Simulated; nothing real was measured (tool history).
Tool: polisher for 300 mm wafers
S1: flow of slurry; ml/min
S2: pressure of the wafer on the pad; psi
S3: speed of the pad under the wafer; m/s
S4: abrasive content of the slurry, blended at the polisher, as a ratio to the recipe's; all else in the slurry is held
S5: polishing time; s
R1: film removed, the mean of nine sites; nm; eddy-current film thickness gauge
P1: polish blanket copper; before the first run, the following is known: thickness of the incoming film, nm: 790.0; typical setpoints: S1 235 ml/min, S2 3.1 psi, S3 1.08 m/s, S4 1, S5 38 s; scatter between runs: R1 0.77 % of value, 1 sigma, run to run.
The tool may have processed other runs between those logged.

run 1 hour=5.7 | S1=235 S2=3.1 S3=1.08 S4=1 S5=38 | R1=116.1
run 2 hour=18.5 | S1=235 S2=3.1 S3=1.08 S4=1.5 S5=38 | R1=126.15
run 3 hour=29.3 | S1=140 S2=2 S3=1.08 S4=1 S5=38 | R1=68.78
run 4 hour=35.8 | S1=235 S2=3.1 S3=1.08 S4=1 S5=38 | R1=115.38
run 5 hour=44 | S1=235 S2=3.1 S3=1.08 S4=1 S5=53 | R1=161.49
run 6 hour=56.6 | S1=235 S2=3.1 S3=1.08 S4=1 S5=38 | R1=115.5
run 7 hour=63.8 | S1=235 S2=3.1 S3=1.08 S4=1 S5=19 | R1=57.815
run 8 hour=73.3 | S1=140 S2=3.1 S3=1.08 S4=1 S5=38 | R1=106.81
run 9 hour=81.3 | S1=235 S2=3.1 S3=1.08 S4=1 S5=38 | R1=115.36
run 10 hour=89.6 | S1=140 S2=3.1 S3=1.5 S4=1 S5=38 | R1=150.98
run 11 hour=100.5 | S1=235 S2=4.9 S3=1.08 S4=1 S5=38 | R1=182.44
run 12 hour=111.1 | S1=235 S2=2.2 S3=1.08 S4=1 S5=38 | R1=82.41
run 13 hour=121.5 | S1=235 S2=3.1 S3=1.08 S4=0.55 S5=38 | R1=103.44
run 14 hour=133.9 | S1=235 S2=3.1 S3=1.7 S4=1 S5=38 | R1=180.23
run 15 hour=140.9 | S1=235 S2=3.1 S3=1.34 S4=0.6 S5=38 | R1=128.43
run 16 hour=153.9 | S1=235 S2=3.1 S3=0.54 S4=1 S5=38 | R1=57.862
run 17 hour=165.3 | S1=365 S2=3.1 S3=1.08 S4=1 S5=38 | R1=119.63
run 18 hour=175.9 | S1=235 S2=3.1 S3=1.08 S4=1 S5=38 | R1=116.22
run 19 hour=185.2 | S1=235 S2=3.1 S3=1.08 S4=1 S5=38 | R1=117.23
run 20 hour=192.4 | S1=235 S2=3.1 S3=1.08 S4=1 S5=38 | R1=115.32
run 21 hour=205.3 | S1=235 S2=3.1 S3=1.08 S4=1 S5=38 | R1=114.7
run 22 hour=212.2 | S1=235 S2=3.1 S3=1.08 S4=1 S5=38 | R1=112.53
run 23 hour=221 | S1=235 S2=3.1 S3=1.08 S4=1 S5=38 | R1=112.29
run 24 hour=230.8 | S1=235 S2=3.1 S3=1.08 S4=1 S5=38 | R1=110.3
run 25 hour=238.4 | S1=235 S2=3.1 S3=1.08 S4=1 S5=38 | R1=110.7
-- hour=241.1 worn pad replaced by a new one
-- hour=245 slurry blender recalibrated
run 26 hour=249.3 | S1=235 S2=3.1 S3=1.08 S4=1 S5=38 | R1=109.18
run 27 hour=257.7 | S1=235 S2=3.1 S3=1.08 S4=1 S5=38 | R1=110.2
run 28 hour=270.8 | S1=235 S2=3.1 S3=1.08 S4=1 S5=38 | R1=110
run 29 hour=283.4 | S1=235 S2=3.1 S3=1.08 S4=1 S5=38 | R1=111.2
run 30 hour=289.4 | S1=235 S2=3.1 S3=1.08 S4=1 S5=38 | R1=109.1
run 31 hour=299.8 | S1=235 S2=3.1 S3=1.08 S4=1 S5=38 | R1=109.51

What P1 gives has crept off from where it sat before. The 2 causes that follow fit the log equally well, each at the size noted:
A: head's pressure below its setpoint, % = 5.86
B: slurry flow missing at the pad, % = 35.1
The drift started at roughly hour 192.4.
Every other cause this tool's parts could produce, and why it does not fit the log:
removal rate lost through wear of the pad, %: work on it at hour 241.1, done after the drift set in, did not restore what the process gave before
abrasive missing from the slurry, %: work on it at hour 245, done after the drift set in, did not restore what the process gave before

Below are 4 check runs, each averaged over 3 wafers, with their results shown as question marks. Which of them would give clearly different results depending on which cause is behind the drift?
run check 1 hour=310.2 | S1=235 S2=2.4 S3=1.08 S4=1.5 S5=38 | R1=?
run check 2 hour=310.2 | S1=145 S2=3.1 S3=1.08 S4=1 S5=23 | R1=?
run check 3 hour=310.2 | S1=235 S2=4.7 S3=0.6 S4=1 S5=38 | R1=?
run check 4 hour=310.2 | S1=235 S2=3.1 S3=1.56 S4=1 S5=22 | R1=?

Check results expected under each cause:
check=check_1 result=R1 if_A=92.188 if_B=92.19
check=check_2 result=R1 if_A=61.533 if_B=59.497
check=check_3 result=R1 if_A=91.761 if_B=91.763
check=check_4 result=R1 if_A=91.103 if_B=91.105
Separation of the two closest causes in each check, using whichever result separates them best: check 1 0 %; check 2 3.37 %; check 3 0 %; check 4 0 %
The causes can be told apart only by check 2. The other checks would give nearly the same results under each of them.

Check 2 was carried out, with these results: R1 59.756 nm. Which of the listed causes is responsible?

It was cause B: slurry flow missing at the pad, %.

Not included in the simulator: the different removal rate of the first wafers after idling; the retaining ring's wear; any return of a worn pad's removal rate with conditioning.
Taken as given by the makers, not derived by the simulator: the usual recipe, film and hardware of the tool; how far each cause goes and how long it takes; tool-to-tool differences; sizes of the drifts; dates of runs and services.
